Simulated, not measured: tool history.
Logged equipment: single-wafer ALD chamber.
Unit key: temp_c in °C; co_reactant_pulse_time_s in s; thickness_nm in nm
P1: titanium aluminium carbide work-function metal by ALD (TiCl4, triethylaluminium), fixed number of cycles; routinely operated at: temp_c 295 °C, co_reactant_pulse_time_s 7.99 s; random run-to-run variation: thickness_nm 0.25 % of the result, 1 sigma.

run,hour,temp_c,co_reactant_pulse_time_s,hours since the last thermocouple change,hours since the last triethylaluminium bottle change,thickness_nm
1,12.5,295,7.99,1587.3,1225.9,1.8415
2,22.3,295,7.99,1597.1,1235.7,1.8463
3,29.6,295,3.86,1604.4,1243,1.4522
4,44.6,295,10.81,1619.4,1258,1.9247
5,59,318,7.99,1633.8,1272.4,2.0383
6,68.3,311,4.33,1643.1,1281.7,1.639
7,80.8,295,7.99,1655.6,1294.2,1.8404
8,91.2,295,7.99,1666,1304.6,1.8452
9,105,275,7.99,1679.8,1318.4,1.6856
10,121.8,295,7.99,1696.6,1335.2,1.8407
11,132.2,295,7.99,1707,1345.6,1.8439
12,145.3,295,7.99,1720.1,1358.7,1.8196
13,162,295,7.99,1736.8,1375.4,1.8126

Predict the results of run 14:
14,175.8,295,7.99,1750.6,1389.2,?

{"run 14": {"thickness_nm": 1.8042}}
